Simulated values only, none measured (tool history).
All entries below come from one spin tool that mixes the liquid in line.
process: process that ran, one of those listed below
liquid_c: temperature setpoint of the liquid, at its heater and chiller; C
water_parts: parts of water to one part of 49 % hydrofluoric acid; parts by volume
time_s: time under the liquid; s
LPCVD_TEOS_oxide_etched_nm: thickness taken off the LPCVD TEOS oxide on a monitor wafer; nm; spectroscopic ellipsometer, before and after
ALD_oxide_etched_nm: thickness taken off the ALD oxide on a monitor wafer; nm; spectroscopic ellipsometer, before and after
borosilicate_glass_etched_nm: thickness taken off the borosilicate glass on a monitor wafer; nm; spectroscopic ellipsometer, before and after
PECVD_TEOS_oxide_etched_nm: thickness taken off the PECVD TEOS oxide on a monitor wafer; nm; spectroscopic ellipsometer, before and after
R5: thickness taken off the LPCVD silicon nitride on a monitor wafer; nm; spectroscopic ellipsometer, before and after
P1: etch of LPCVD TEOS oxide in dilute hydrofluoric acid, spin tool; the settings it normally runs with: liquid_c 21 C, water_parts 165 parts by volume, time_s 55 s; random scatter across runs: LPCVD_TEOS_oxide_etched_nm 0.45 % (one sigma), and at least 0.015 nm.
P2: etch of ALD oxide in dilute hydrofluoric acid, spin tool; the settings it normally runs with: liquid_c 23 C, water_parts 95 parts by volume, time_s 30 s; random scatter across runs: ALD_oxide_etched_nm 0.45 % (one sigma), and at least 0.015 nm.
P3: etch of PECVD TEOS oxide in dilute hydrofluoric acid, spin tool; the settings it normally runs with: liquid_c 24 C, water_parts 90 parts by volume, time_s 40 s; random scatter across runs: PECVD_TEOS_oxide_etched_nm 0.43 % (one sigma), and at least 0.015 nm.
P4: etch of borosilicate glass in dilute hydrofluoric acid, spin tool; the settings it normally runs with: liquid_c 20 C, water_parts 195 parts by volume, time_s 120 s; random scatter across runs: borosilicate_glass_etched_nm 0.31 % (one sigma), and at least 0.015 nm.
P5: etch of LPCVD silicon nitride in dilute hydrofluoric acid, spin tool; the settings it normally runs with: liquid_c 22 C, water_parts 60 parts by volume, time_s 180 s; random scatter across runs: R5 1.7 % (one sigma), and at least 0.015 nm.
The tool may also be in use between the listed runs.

{"run": 1, "hour": 2.8, "process": "P1", "liquid_c": 21, "water_parts": 165, "time_s": 55, "LPCVD_TEOS_oxide_etched_nm": 14.759}
{"run": 2, "hour": 8.1, "process": "P1", "liquid_c": 21, "water_parts": 270, "time_s": 55, "LPCVD_TEOS_oxide_etched_nm": 8.0338}
{"run": 3, "hour": 11.5, "process": "P2", "liquid_c": 23, "water_parts": 95, "time_s": 30, "ALD_oxide_etched_nm": 4.6307}
{"run": 4, "hour": 17.3, "process": "P1", "liquid_c": 21, "water_parts": 165, "time_s": 55, "LPCVD_TEOS_oxide_etched_nm": 14.719}
{"run": 5, "hour": 20.1, "process": "P4", "liquid_c": 20, "water_parts": 195, "time_s": 120, "borosilicate_glass_etched_nm": 13.173}
{"run": 6, "hour": 24.3, "process": "P3", "liquid_c": 24, "water_parts": 90, "time_s": 40, "PECVD_TEOS_oxide_etched_nm": 5.4139}
{"run": 7, "hour": 30.2, "process": "P4", "liquid_c": 27, "water_parts": 195, "time_s": 120, "borosilicate_glass_etched_nm": 17.19}
{"run": 8, "hour": 33.7, "process": "P1", "liquid_c": 17, "water_parts": 115, "time_s": 55, "LPCVD_TEOS_oxide_etched_nm": 18.952}
{"run": 9, "hour": 39.3, "process": "P1", "liquid_c": 21, "water_parts": 165, "time_s": 85, "LPCVD_TEOS_oxide_etched_nm": 22.412}
{"run": 10, "hour": 42.2, "process": "P2", "liquid_c": 23, "water_parts": 165, "time_s": 30, "ALD_oxide_etched_nm": 2.4433}
{"run": 11, "hour": 45.8, "process": "P4", "liquid_c": 20, "water_parts": 195, "time_s": 50, "borosilicate_glass_etched_nm": 5.4987}
{"run": 12, "hour": 51.3, "process": "P1", "liquid_c": 21, "water_parts": 165, "time_s": 25, "LPCVD_TEOS_oxide_etched_nm": 6.6396}
{"run": 13, "hour": 56.9, "process": "P4", "liquid_c": 20, "water_parts": 85, "time_s": 120, "borosilicate_glass_etched_nm": 33.96}
{"run": 14, "hour": 60.4, "process": "P1", "liquid_c": 21, "water_parts": 165, "time_s": 55, "LPCVD_TEOS_oxide_etched_nm": 14.618}
{"run": 15, "hour": 66.3, "process": "P3", "liquid_c": 24, "water_parts": 90, "time_s": 15, "PECVD_TEOS_oxide_etched_nm": 2.0371}
{"hour": 69.6, "done": "hydrofluoric acid flow meter replaced"}
{"run": 16, "hour": 69.7, "process": "P5", "liquid_c": 22, "water_parts": 60, "time_s": 180, "R5": 1.1761}
{"run": 17, "hour": 74.9, "process": "P3", "liquid_c": 24, "water_parts": 145, "time_s": 40, "PECVD_TEOS_oxide_etched_nm": 3.1414}
{"run": 18, "hour": 79.1, "process": "P1", "liquid_c": 21, "water_parts": 165, "time_s": 55, "LPCVD_TEOS_oxide_etched_nm": 14.651}
{"run": 19, "hour": 83.8, "process": "P1", "liquid_c": 17, "water_parts": 165, "time_s": 55, "LPCVD_TEOS_oxide_etched_nm": 12.435}
{"run": 20, "hour": 87.6, "process": "P1", "liquid_c": 25, "water_parts": 165, "time_s": 15, "LPCVD_TEOS_oxide_etched_nm": 4.6389}
{"run": 21, "hour": 91.3, "process": "P5", "liquid_c": 22, "water_parts": 60, "time_s": 25, "R5": 0.16565}
{"run": 22, "hour": 95.9, "process": "P3", "liquid_c": 24, "water_parts": 90, "time_s": 40, "PECVD_TEOS_oxide_etched_nm": 5.3704}
{"run": 23, "hour": 101.7, "process": "P5", "liquid_c": 18, "water_parts": 60, "time_s": 180, "R5": 0.93838}
{"run": 24, "hour": 104.8, "process": "P2", "liquid_c": 17, "water_parts": 95, "time_s": 30, "ALD_oxide_etched_nm": 3.6083}
{"run": 25, "hour": 108.4, "process": "P1", "liquid_c": 21, "water_parts": 165, "time_s": 55, "LPCVD_TEOS_oxide_etched_nm": 14.601}
{"run": 26, "hour": 114.1, "process": "P1", "liquid_c": 25, "water_parts": 165, "time_s": 55, "LPCVD_TEOS_oxide_etched_nm": 17.048}
{"run": 27, "hour": 118.2, "process": "P3", "liquid_c": 17.5, "water_parts": 90, "time_s": 40, "PECVD_TEOS_oxide_etched_nm": 4.1264}
{"run": 28, "hour": 121.4, "process": "P2", "liquid_c": 23, "water_parts": 95, "time_s": 15, "ALD_oxide_etched_nm": 2.3063}
{"run": 29, "hour": 127.2, "process": "P1", "liquid_c": 21, "water_parts": 85, "time_s": 55, "LPCVD_TEOS_oxide_etched_nm": 30.887}
{"run": 30, "hour": 131.6, "process": "P1", "liquid_c": 25, "water_parts": 165, "time_s": 25, "LPCVD_TEOS_oxide_etched_nm": 7.7145}
{"run": 31, "hour": 135.5, "process": "P5", "liquid_c": 22, "water_parts": 105, "time_s": 180, "R5": 0.75026}
{"run": 32, "hour": 140.6, "process": "P1", "liquid_c": 21, "water_parts": 165, "time_s": 55, "LPCVD_TEOS_oxide_etched_nm": 14.535}
{"run": 33, "hour": 144.3, "process": "P1", "liquid_c": 21, "water_parts": 165, "time_s": 55, "LPCVD_TEOS_oxide_etched_nm": 14.134}

Forecast run 34:
{"run": 34, "hour": 149.0, "process": "P1", "liquid_c": 21, "water_parts": 165, "time_s": 55, "LPCVD_TEOS_oxide_etched_nm": "?"}

{"run 34": {"LPCVD_TEOS_oxide_etched_nm": 13.901}}
